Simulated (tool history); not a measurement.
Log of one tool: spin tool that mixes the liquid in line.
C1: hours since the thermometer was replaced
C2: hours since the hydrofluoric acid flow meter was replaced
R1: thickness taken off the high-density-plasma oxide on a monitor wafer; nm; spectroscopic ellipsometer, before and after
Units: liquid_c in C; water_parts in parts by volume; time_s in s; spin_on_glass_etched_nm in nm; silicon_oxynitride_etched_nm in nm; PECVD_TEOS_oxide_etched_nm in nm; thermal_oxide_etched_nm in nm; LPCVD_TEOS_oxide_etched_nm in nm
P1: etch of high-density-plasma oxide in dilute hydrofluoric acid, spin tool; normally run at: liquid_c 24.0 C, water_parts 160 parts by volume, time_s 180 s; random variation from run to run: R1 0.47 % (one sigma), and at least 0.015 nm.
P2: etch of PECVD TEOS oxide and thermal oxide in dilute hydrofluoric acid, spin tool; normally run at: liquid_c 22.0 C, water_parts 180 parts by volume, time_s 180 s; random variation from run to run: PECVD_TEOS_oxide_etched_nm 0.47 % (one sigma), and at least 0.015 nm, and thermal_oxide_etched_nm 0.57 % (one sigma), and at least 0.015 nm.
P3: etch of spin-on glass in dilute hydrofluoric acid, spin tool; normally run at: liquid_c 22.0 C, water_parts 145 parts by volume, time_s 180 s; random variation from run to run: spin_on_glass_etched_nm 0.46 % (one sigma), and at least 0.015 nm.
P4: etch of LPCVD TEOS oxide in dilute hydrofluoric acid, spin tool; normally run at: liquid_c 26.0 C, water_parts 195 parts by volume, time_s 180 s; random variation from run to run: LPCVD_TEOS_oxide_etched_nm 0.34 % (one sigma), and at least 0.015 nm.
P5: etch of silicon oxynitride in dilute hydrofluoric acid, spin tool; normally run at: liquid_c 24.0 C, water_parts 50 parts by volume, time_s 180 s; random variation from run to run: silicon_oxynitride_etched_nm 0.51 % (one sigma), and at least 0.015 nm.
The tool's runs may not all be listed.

Run 1, hour 4.6: process P1, liquid_c 24.0 C, water_parts 160 parts by volume, time_s 180 s; C1 335.7; C2 344.9. Result: R1 11.6240 nm.
Run 2, hour 8.3: process P1, liquid_c 24.0 C, water_parts 160 parts by volume, time_s 330 s; C1 339.4; C2 348.6. Result: R1 21.1330 nm.
Run 3, hour 11.1: process P3, liquid_c 22.0 C, water_parts 225 parts by volume, time_s 180 s; C1 342.2; C2 351.4. Result: spin_on_glass_etched_nm 17.0820 nm.
Run 4, hour 14.4: process P1, liquid_c 24.0 C, water_parts 55 parts by volume, time_s 180 s; C1 345.5; C2 354.7. Result: R1 38.3290 nm.
Run 5, hour 17.1: process P5, liquid_c 32.0 C, water_parts 50 parts by volume, time_s 180 s; C1 348.2; C2 357.4. Result: silicon_oxynitride_etched_nm 13.7660 nm.
Run 6, hour 20.4: process P1, liquid_c 24.0 C, water_parts 160 parts by volume, time_s 35 s; C1 351.5; C2 360.7. Result: R1 2.2447 nm.
Run 7, hour 23.8: process P2, liquid_c 17.0 C, water_parts 180 parts by volume, time_s 180 s; C1 354.9; C2 364.1. Result: PECVD_TEOS_oxide_etched_nm 9.7502 nm, thermal_oxide_etched_nm 3.4402 nm.
Run 8, hour 27.3: process P5, liquid_c 24.0 C, water_parts 50 parts by volume, time_s 180 s; C1 358.4; C2 367.6. Result: silicon_oxynitride_etched_nm 9.3111 nm.
Run 9, hour 31.7: process P2, liquid_c 22.0 C, water_parts 180 parts by volume, time_s 325 s; C1 362.8; C2 372.0. Result: PECVD_TEOS_oxide_etched_nm 21.5930 nm, thermal_oxide_etched_nm 7.5447 nm.
Run 10, hour 34.8: process P1, liquid_c 24.0 C, water_parts 160 parts by volume, time_s 180 s; C1 365.9; C2 375.1. Result: R1 11.6350 nm.
Run 11, hour 38.8: process P1, liquid_c 24.0 C, water_parts 95 parts by volume, time_s 355 s; C1 369.9; C2 379.1. Result: R1 41.5270 nm.
Run 12, hour 43.7: process P3, liquid_c 22.0 C, water_parts 145 parts by volume, time_s 180 s; C1 374.8; C2 384.0. Result: spin_on_glass_etched_nm 28.8200 nm.
Run 13, hour 46.9: process P2, liquid_c 22.0 C, water_parts 255 parts by volume, time_s 180 s; C1 378.0; C2 387.2. Result: PECVD_TEOS_oxide_etched_nm 7.8152 nm, thermal_oxide_etched_nm 2.7195 nm.
Run 14, hour 51.1: process P1, liquid_c 24.0 C, water_parts 160 parts by volume, time_s 180 s; C1 382.2; C2 391.4. Result: R1 11.6770 nm.
Run 15, hour 53.9: process P1, liquid_c 24.0 C, water_parts 160 parts by volume, time_s 180 s; C1 385.0; C2 394.2. Result: R1 11.6470 nm.
Run 16, hour 56.7: process P3, liquid_c 22.0 C, water_parts 145 parts by volume, time_s 30 s; C1 387.8; C2 397.0. Result: spin_on_glass_etched_nm 4.8081 nm.
Run 17, hour 59.1: process P3, liquid_c 22.0 C, water_parts 145 parts by volume, time_s 180 s; C1 390.2; C2 399.4. Result: spin_on_glass_etched_nm 29.3340 nm.
Run 18, hour 62.8: process P1, liquid_c 29.0 C, water_parts 160 parts by volume, time_s 180 s; C1 393.9; C2 403.1. Result: R1 13.9300 nm.
Run 19, hour 67.0: process P3, liquid_c 17.0 C, water_parts 145 parts by volume, time_s 180 s; C1 398.1; C2 407.3. Result: spin_on_glass_etched_nm 23.7950 nm.
Run 20, hour 72.1: process P1, liquid_c 24.0 C, water_parts 245 parts by volume, time_s 180 s; C1 403.2; C2 412.4. Result: R1 6.8347 nm.
Run 21, hour 76.0: process P4, liquid_c 31.0 C, water_parts 195 parts by volume, time_s 180 s; C1 407.1; C2 416.3. Result: LPCVD_TEOS_oxide_etched_nm 24.302 nm.
Run 22, hour 80.9: process P1, liquid_c 24.0 C, water_parts 160 parts by volume, time_s 180 s; C1 412.0; C2 421.2. Result: R1 11.5390 nm.
Run 23, hour 83.9: process P1, liquid_c 24.0 C, water_parts 160 parts by volume, time_s 180 s; C1 415.0; C2 424.2. Result: R1 11.5610 nm.
Run 24, hour 88.4: process P5, liquid_c 24.0 C, water_parts 75 parts by volume, time_s 180 s; C1 419.5; C2 428.7. Result: silicon_oxynitride_etched_nm 6.0536 nm.
Run 25, hour 92.3: process P1, liquid_c 18.5 C, water_parts 160 parts by volume, time_s 180 s; C1 423.4; C2 432.6. Result: R1 9.3299 nm.
Run 26, hour 95.3: process P1, liquid_c 18.5 C, water_parts 245 parts by volume, time_s 180 s; C1 426.4; C2 435.6. Result: R1 5.6538 nm.
Run 27, hour 99.1: process P5, liquid_c 24.0 C, water_parts 50 parts by volume, time_s 95 s; C1 430.2; C2 439.4. Result: silicon_oxynitride_etched_nm 4.9573 nm.
Run 28, hour 103.7: process P4, liquid_c 26.0 C, water_parts 300 parts by volume, time_s 180 s; C1 434.8; C2 444.0. Result: LPCVD_TEOS_oxide_etched_nm 11.789 nm.
Run 29, hour 107.1: process P4, liquid_c 26.0 C, water_parts 195 parts by volume, time_s 180 s; C1 438.2; C2 447.4. Result: LPCVD_TEOS_oxide_etched_nm 20.316 nm.
Run 30, hour 111.5: process P2, liquid_c 22.0 C, water_parts 180 parts by volume, time_s 180 s; C1 442.6; C2 451.8. Result: PECVD_TEOS_oxide_etched_nm 11.8890 nm, thermal_oxide_etched_nm 4.1449 nm.
Run 31, hour 114.7: process P4, liquid_c 26.0 C, water_parts 195 parts by volume, time_s 325 s; C1 445.8; C2 455.0. Result: LPCVD_TEOS_oxide_etched_nm 36.444 nm.
Run 32, hour 118.7: process P1, liquid_c 24.0 C, water_parts 160 parts by volume, time_s 180 s; C1 449.8; C2 459.0. Result: R1 11.4590 nm.
Run 33, hour 122.2: process P1, liquid_c 24.0 C, water_parts 160 parts by volume, time_s 180 s; C1 453.3; C2 462.5. Result: R1 11.5620 nm.
Run 34, hour 125.9: process P1, liquid_c 24.0 C, water_parts 160 parts by volume, time_s 180 s; C1 457.0; C2 466.2. Result: R1 11.9880 nm.
Run 35, hour 130.5: process P1, liquid_c 24.0 C, water_parts 160 parts by volume, time_s 180 s; C1 461.6; C2 470.8. Result: R1 12.0200 nm.
Run 36, hour 135.8: process P1, liquid_c 24.0 C, water_parts 160 parts by volume, time_s 180 s; C1 466.9; C2 476.1. Result: R1 12.3810 nm.
Run 37, hour 139.1: process P1, liquid_c 24.0 C, water_parts 160 parts by volume, time_s 180 s; C1 470.2; C2 479.4. Result: R1 12.3520 nm.
Run 38, hour 141.6: process P1, liquid_c 24.0 C, water_parts 160 parts by volume, time_s 180 s; C1 472.7; C2 481.9. Result: R1 12.3560 nm.
Run 39, hour 145.0: process P1, liquid_c 24.0 C, water_parts 160 parts by volume, time_s 180 s; C1 476.1; C2 485.3. Result: R1 12.4940 nm.
Run 40, hour 149.9: process P1, liquid_c 24.0 C, water_parts 160 parts by volume, time_s 180 s; C1 481.0; C2 490.2. Result: R1 12.5330 nm.
Run 41, hour 154.4: process P1, liquid_c 24.0 C, water_parts 160 parts by volume, time_s 180 s; C1 485.5; C2 494.7. Result: R1 12.5620 nm.
Run 42, hour 156.8: process P1, liquid_c 24.0 C, water_parts 160 parts by volume, time_s 180 s; C1 487.9; C2 497.1. Result: R1 12.5410 nm.

What P1 gives has crept away from where it was. These 2 causes fit the log equally well, each at the size given:
A: hydrofluoric acid flow above the setpoint (%) = 6.54
B: liquid hotter than its thermometer reads (K) = 1.99
The creep began at about hour 122.2.

4 check runs are offered, each on 2 wafers whose results are averaged, their results left as question marks. Which one tells the causes apart?
Run check 1, hour 159.2: process P5, liquid_c 24.0 C, water_parts 50 parts by volume, time_s 180 s. Result: silicon_oxynitride_etched_nm ?.
Run check 2, hour 159.2: process P2, liquid_c 22.0 C, water_parts 180 parts by volume, time_s 180 s. Result: PECVD_TEOS_oxide_etched_nm ?, thermal_oxide_etched_nm ?.
Run check 3, hour 159.2: process P4, liquid_c 26.0 C, water_parts 195 parts by volume, time_s 180 s. Result: LPCVD_TEOS_oxide_etched_nm ?.
Run check 4, hour 159.2: process P3, liquid_c 22.0 C, water_parts 145 parts by volume, time_s 180 s. Result: spin_on_glass_etched_nm ?.

What each check would give under each cause:
  check                        result     if A     if B
check 1  silicon_oxynitride_etched_nm   9.9788  10.2880
check 2    PECVD_TEOS_oxide_etched_nm  12.8560  12.8600
check 2       thermal_oxide_etched_nm   4.4779   4.4792
check 3    LPCVD_TEOS_oxide_etched_nm   21.939   21.816
check 4       spin_on_glass_etched_nm  31.1380  31.2610
How far apart the two closest causes lie, in the result that separates them most: check 1 3.05 %; check 2 0.03 %; check 3 0.56 %; check 4 0.39 %
Check 1 tells the causes apart: in the others they would give nearly the same result.

Check 1 was then run and gave: silicon_oxynitride_etched_nm 10.0220 nm. Which cause is it?

It is A: hydrofluoric acid flow above the setpoint (%).
